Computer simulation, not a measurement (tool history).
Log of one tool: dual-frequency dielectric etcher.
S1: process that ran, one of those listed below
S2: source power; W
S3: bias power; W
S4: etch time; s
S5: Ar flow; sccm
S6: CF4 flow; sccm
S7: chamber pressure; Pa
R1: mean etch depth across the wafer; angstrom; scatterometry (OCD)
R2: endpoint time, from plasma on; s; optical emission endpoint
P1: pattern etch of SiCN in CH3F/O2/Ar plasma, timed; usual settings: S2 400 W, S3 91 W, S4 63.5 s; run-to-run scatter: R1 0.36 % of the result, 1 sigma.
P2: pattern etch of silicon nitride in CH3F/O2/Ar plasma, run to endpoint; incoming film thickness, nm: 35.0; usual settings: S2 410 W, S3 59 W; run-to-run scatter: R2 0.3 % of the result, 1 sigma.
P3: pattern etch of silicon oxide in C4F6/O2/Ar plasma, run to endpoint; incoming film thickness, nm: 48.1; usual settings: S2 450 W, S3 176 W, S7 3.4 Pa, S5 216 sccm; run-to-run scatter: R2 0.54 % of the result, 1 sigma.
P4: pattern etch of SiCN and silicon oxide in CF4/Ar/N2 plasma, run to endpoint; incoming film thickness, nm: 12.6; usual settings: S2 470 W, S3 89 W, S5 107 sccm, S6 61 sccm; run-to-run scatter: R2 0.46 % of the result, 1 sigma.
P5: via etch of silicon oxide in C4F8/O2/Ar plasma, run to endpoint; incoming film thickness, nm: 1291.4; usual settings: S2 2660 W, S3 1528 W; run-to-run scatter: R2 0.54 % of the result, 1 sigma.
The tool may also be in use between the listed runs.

{"run": 1, "hour": 13.6, "S1": "P1", "S2": 400, "S3": 91, "S4": 63.5, "R1": 263.38}
{"run": 2, "hour": 24.0, "S1": "P4", "S2": 470, "S3": 113, "S5": 107, "S6": 61, "R2": 12.258}
{"run": 3, "hour": 30.8, "S1": "P1", "S2": 400, "S3": 91, "S4": 63.5, "R1": 264.06}
{"run": 4, "hour": 43.1, "S1": "P5", "S2": 1620, "S3": 1528, "R2": 298.31}
{"run": 5, "hour": 55.1, "S1": "P1", "S2": 400, "S3": 56, "S4": 63.5, "R1": 223.14}
{"run": 6, "hour": 64.2, "S1": "P1", "S2": 490, "S3": 91, "S4": 92, "R1": 411.08}
{"run": 7, "hour": 72.2, "S1": "P1", "S2": 400, "S3": 108, "S4": 63.5, "R1": 282.66}
{"run": 8, "hour": 84.5, "S1": "P1", "S2": 400, "S3": 91, "S4": 63.5, "R1": 264.17}
{"run": 9, "hour": 93.1, "S1": "P1", "S2": 400, "S3": 65, "S4": 37.5, "R1": 138.09}
{"run": 10, "hour": 100.7, "S1": "P3", "S2": 450, "S3": 176, "S5": 216, "S7": 3.4, "R2": 13.73}
{"run": 11, "hour": 111.0, "S1": "P4", "S2": 470, "S3": 89, "S5": 107, "S6": 61, "R2": 13.449}
{"run": 12, "hour": 122.0, "S1": "P1", "S2": 400, "S3": 91, "S4": 49.5, "R1": 205.82}
{"run": 13, "hour": 128.5, "S1": "P1", "S2": 400, "S3": 91, "S4": 63.5, "R1": 263.88}
{"run": 14, "hour": 142.1, "S1": "P3", "S2": 450, "S3": 131, "S5": 216, "S7": 3.4, "R2": 14.864}
{"run": 15, "hour": 150.4, "S1": "P4", "S2": 470, "S3": 89, "S5": 107, "S6": 72, "R2": 13.004}
{"run": 16, "hour": 164.1, "S1": "P4", "S2": 470, "S3": 89, "S5": 147, "S6": 61, "R2": 14.075}
{"run": 17, "hour": 171.3, "S1": "P4", "S2": 470, "S3": 89, "S5": 107, "S6": 61, "R2": 13.481}
{"run": 18, "hour": 179.0, "S1": "P1", "S2": 400, "S3": 91, "S4": 63.5, "R1": 262.31}
{"run": 19, "hour": 188.3, "S1": "P1", "S2": 400, "S3": 91, "S4": 63.5, "R1": 263.6}
{"run": 20, "hour": 195.1, "S1": "P2", "S2": 270, "S3": 59, "R2": 63.154}
{"run": 21, "hour": 202.8, "S1": "P5", "S2": 2660, "S3": 1528, "R2": 247.12}
{"run": 22, "hour": 209.5, "S1": "P1", "S2": 400, "S3": 91, "S4": 95, "R1": 395.26}
{"run": 23, "hour": 217.5, "S1": "P3", "S2": 630, "S3": 176, "S5": 216, "S7": 3.4, "R2": 11.943}
{"run": 24, "hour": 230.8, "S1": "P5", "S2": 2660, "S3": 1528, "R2": 243.67}
{"run": 25, "hour": 244.8, "S1": "P1", "S2": 310, "S3": 91, "S4": 63.5, "R1": 240.63}
{"run": 26, "hour": 253.3, "S1": "P2", "S2": 410, "S3": 36, "R2": 62.48}
{"run": 27, "hour": 259.7, "S1": "P5", "S2": 2660, "S3": 2103, "R2": 225.44}
{"run": 28, "hour": 269.6, "S1": "P4", "S2": 610, "S3": 89, "S5": 107, "S6": 61, "R2": 10.601}
{"run": 29, "hour": 277.2, "S1": "P3", "S2": 450, "S3": 176, "S5": 216, "S7": 4.33, "R2": 14.131}
{"run": 30, "hour": 285.3, "S1": "P3", "S2": 450, "S3": 176, "S5": 157, "S7": 3.4, "R2": 13.26}
{"run": 31, "hour": 297.1, "S1": "P3", "S2": 450, "S3": 176, "S5": 216, "S7": 3.4, "R2": 13.768}
{"run": 32, "hour": 309.5, "S1": "P1", "S2": 510, "S3": 91, "S4": 63.5, "R1": 289.31}
{"run": 33, "hour": 318.2, "S1": "P1", "S2": 520, "S3": 91, "S4": 42.5, "R1": 195.38}
{"run": 34, "hour": 328.3, "S1": "P2", "S2": 410, "S3": 59, "R2": 53.613}
{"run": 35, "hour": 339.3, "S1": "P1", "S2": 400, "S3": 91, "S4": 63.5, "R1": 262.46}
{"run": 36, "hour": 353.0, "S1": "P1", "S2": 400, "S3": 91, "S4": 63.5, "R1": 262.27}
{"run": 37, "hour": 363.7, "S1": "P1", "S2": 400, "S3": 91, "S4": 63.5, "R1": 261.43}
{"run": 38, "hour": 371.6, "S1": "P1", "S2": 400, "S3": 91, "S4": 63.5, "R1": 262.28}
{"run": 39, "hour": 384.4, "S1": "P1", "S2": 400, "S3": 91, "S4": 63.5, "R1": 260.46}
{"hour": 386.4, "done": "wet clean of the chamber"}
{"run": 40, "hour": 397.7, "S1": "P1", "S2": 400, "S3": 91, "S4": 63.5, "R1": 259.62}
{"run": 41, "hour": 408.0, "S1": "P1", "S2": 400, "S3": 91, "S4": 63.5, "R1": 260.18}
{"run": 42, "hour": 417.6, "S1": "P1", "S2": 400, "S3": 91, "S4": 63.5, "R1": 260.24}
{"run": 43, "hour": 427.0, "S1": "P1", "S2": 400, "S3": 91, "S4": 63.5, "R1": 259.31}
{"run": 44, "hour": 433.4, "S1": "P1", "S2": 400, "S3": 91, "S4": 63.5, "R1": 260.66}
{"run": 45, "hour": 446.7, "S1": "P1", "S2": 400, "S3": 91, "S4": 63.5, "R1": 259.49}

What P1 gives has crept away from where it was. These 2 causes fit the log equally well, each at the size given:
A: bias power that arrives under what is set, % = 4.79
B: source power that arrives under what is set, % = 4.77
The creep began at about hour 339.3.
Why every other cause is out:
chamber walls in a state that lowers the etch rate, %: serviced at hour 386.4, which brought nothing back

4 check runs are offered, each on 2 wafers whose results are averaged, their results left as question marks. Which one tells the causes apart?
{"run": "check 1", "hour": 460.0, "S1": "P5", "S2": 1720, "S3": 2072, "R2": "?"}
{"run": "check 2", "hour": 460.0, "S1": "P3", "S2": 610, "S3": 176, "S5": 216, "S7": 3.4, "R2": "?"}
{"run": "check 3", "hour": 460.0, "S1": "P2", "S2": 270, "S3": 41, "R2": "?"}
{"run": "check 4", "hour": 460.0, "S1": "P4", "S2": 540, "S3": 89, "S5": 107, "S6": 61, "R2": "?"}

What each check would give under each cause:
check=check_1 result=R2 if_A=273.11 if_B=274.53
check=check_2 result=R2 if_A=12.309 if_B=12.363
check=check_3 result=R2 if_A=72.043 if_B=72.34
check=check_4 result=R2 if_A=12.089 if_B=12.398
How far apart the two closest causes lie, in the result that separates them most: check 1 0.52 %; check 2 0.44 %; check 3 0.41 %; check 4 2.52 %
Only check 4 tells the causes apart: in the others they would give nearly the same result.

Then check 4 was run and gave: R2 12.05 s. Which cause is it?

It is A: bias power that arrives under what is set, %.

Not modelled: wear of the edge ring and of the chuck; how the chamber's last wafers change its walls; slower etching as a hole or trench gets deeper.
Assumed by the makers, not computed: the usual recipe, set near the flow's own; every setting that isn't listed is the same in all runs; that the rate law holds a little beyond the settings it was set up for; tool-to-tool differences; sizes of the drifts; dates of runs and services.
